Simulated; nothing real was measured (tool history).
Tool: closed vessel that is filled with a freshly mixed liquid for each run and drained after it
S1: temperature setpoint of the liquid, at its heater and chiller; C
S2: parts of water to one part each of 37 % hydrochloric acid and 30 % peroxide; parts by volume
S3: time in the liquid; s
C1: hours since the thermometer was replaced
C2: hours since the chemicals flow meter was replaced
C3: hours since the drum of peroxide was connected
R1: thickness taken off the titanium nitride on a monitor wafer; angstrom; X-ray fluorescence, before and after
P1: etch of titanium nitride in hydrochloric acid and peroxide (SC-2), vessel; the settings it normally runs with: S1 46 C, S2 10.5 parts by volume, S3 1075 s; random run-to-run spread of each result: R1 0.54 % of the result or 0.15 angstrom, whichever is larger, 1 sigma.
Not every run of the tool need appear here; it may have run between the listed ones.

{"run": 1, "hour": 4.6, "S1": 46, "S2": 10.5, "S3": 1075, "C1": 1207.7, "C2": 975.3, "C3": 128.3, "R1": 124.34}
{"run": 2, "hour": 11.0, "S1": 35, "S2": 10.5, "S3": 1075, "C1": 1214.1, "C2": 981.7, "C3": 134.7, "R1": 57.566}
{"run": 3, "hour": 15.3, "S1": 46, "S2": 10.5, "S3": 45, "C1": 1218.4, "C2": 986, "C3": 139, "R1": 5.3192}
{"run": 4, "hour": 20.4, "S1": 46, "S2": 10.5, "S3": 1075, "C1": 1223.5, "C2": 991.1, "C3": 144.1, "R1": 125.46}
{"run": 5, "hour": 29.0, "S1": 46, "S2": 4, "S3": 1075, "C1": 1232.1, "C2": 999.7, "C3": 152.7, "R1": 260.36}
{"run": 6, "hour": 35.9, "S1": 46, "S2": 10.5, "S3": 1825, "C1": 1239, "C2": 1006.6, "C3": 159.6, "R1": 211.45}
{"run": 7, "hour": 44.6, "S1": 46, "S2": 10.5, "S3": 1075, "C1": 1247.7, "C2": 1015.3, "C3": 168.3, "R1": 125.31}
{"run": 8, "hour": 51.6, "S1": 62, "S2": 10.5, "S3": 1075, "C1": 1254.7, "C2": 1022.3, "C3": 175.3, "R1": 352.01}
{"run": 9, "hour": 58.3, "S1": 46, "S2": 10.5, "S3": 1075, "C1": 1261.4, "C2": 1029, "C3": 182, "R1": 126.37}
{"run": 10, "hour": 65.6, "S1": 39.5, "S2": 10.5, "S3": 1690, "C1": 1268.7, "C2": 1036.3, "C3": 189.3, "R1": 124.89}
{"run": 11, "hour": 69.6, "S1": 46, "S2": 18.5, "S3": 1075, "C1": 1272.7, "C2": 1040.3, "C3": 193.3, "R1": 77.019}
{"run": 12, "hour": 75.8, "S1": 46, "S2": 10.5, "S3": 1075, "C1": 1278.9, "C2": 1046.5, "C3": 199.5, "R1": 125.39}
{"run": 13, "hour": 83.7, "S1": 46, "S2": 10.5, "S3": 1075, "C1": 1286.8, "C2": 1054.4, "C3": 207.4, "R1": 121.71}
{"run": 14, "hour": 89.9, "S1": 46, "S2": 10.5, "S3": 1075, "C1": 1293, "C2": 1060.6, "C3": 213.6, "R1": 120.35}
{"run": 15, "hour": 96.3, "S1": 46, "S2": 10.5, "S3": 1075, "C1": 1299.4, "C2": 1067, "C3": 220, "R1": 118.48}
{"run": 16, "hour": 102.0, "S1": 46, "S2": 10.5, "S3": 1075, "C1": 1305.1, "C2": 1072.7, "C3": 225.7, "R1": 117.07}
{"run": 17, "hour": 108.5, "S1": 46, "S2": 10.5, "S3": 1075, "C1": 1311.6, "C2": 1079.2, "C3": 232.2, "R1": 115.85}
{"hour": 111.5, "done": "new drum of peroxide connected"}
{"run": 18, "hour": 116.6, "S1": 46, "S2": 10.5, "S3": 1075, "C1": 1319.7, "C2": 1087.3, "C3": 5.1, "R1": 117}
{"run": 19, "hour": 124.9, "S1": 46, "S2": 10.5, "S3": 1075, "C1": 1328, "C2": 1095.6, "C3": 13.4, "R1": 116.18}
{"run": 20, "hour": 133.9, "S1": 46, "S2": 10.5, "S3": 1075, "C1": 1337, "C2": 1104.6, "C3": 22.4, "R1": 115.98}

What P1 gives has crept off from where it sat before. The 2 causes that follow fit the log equally well, each at the size noted:
A: liquid colder than its thermometer reads (K) = 1.15
B: chemicals flow below the setpoint (%) = 8.84
The drift started at roughly hour 75.8.
Other possible causes, and why each is ruled out:
peroxide weaker than its label (%): its service at hour 111.5 followed the start of the drift and did not put the process back to its old value

You are offered 4 check runs, listed below with question marks in place of their results; each one averages 5 wafers. Which run separates the listed causes by giving clearly different results for each?
{"run": "check 1", "hour": 142.9, "S1": 37, "S2": 10.5, "S3": 70, "R1": "?"}
{"run": "check 2", "hour": 142.9, "S1": 59, "S2": 10.5, "S3": 160, "R1": "?"}
{"run": "check 3", "hour": 142.9, "S1": 35, "S2": 4, "S3": 1075, "R1": "?"}
{"run": "check 4", "hour": 142.9, "S1": 35, "S2": 10.5, "S3": 710, "R1": "?"}

Check results expected under each cause:
check=check_1 result=R1 if_A=3.9974 if_B=4.0185
check=check_2 result=R1 if_A=40.854 if_B=40.631
check=check_3 result=R1 if_A=110.43 if_B=112.89
check=check_4 result=R1 if_A=35.01 if_B=35.233
How far apart the two closest causes lie, in the result that separates them most: check 1 0.53 %; check 2 0.55 %; check 3 2.2 %; check 4 0.63 %
Only check 3 tells the causes apart: in the others they would give nearly the same result.

Running check 3 produced the following: R1 113.04 angstrom. Which one of the listed causes fits?

The correct cause is B, namely: chemicals flow below the setpoint (%).

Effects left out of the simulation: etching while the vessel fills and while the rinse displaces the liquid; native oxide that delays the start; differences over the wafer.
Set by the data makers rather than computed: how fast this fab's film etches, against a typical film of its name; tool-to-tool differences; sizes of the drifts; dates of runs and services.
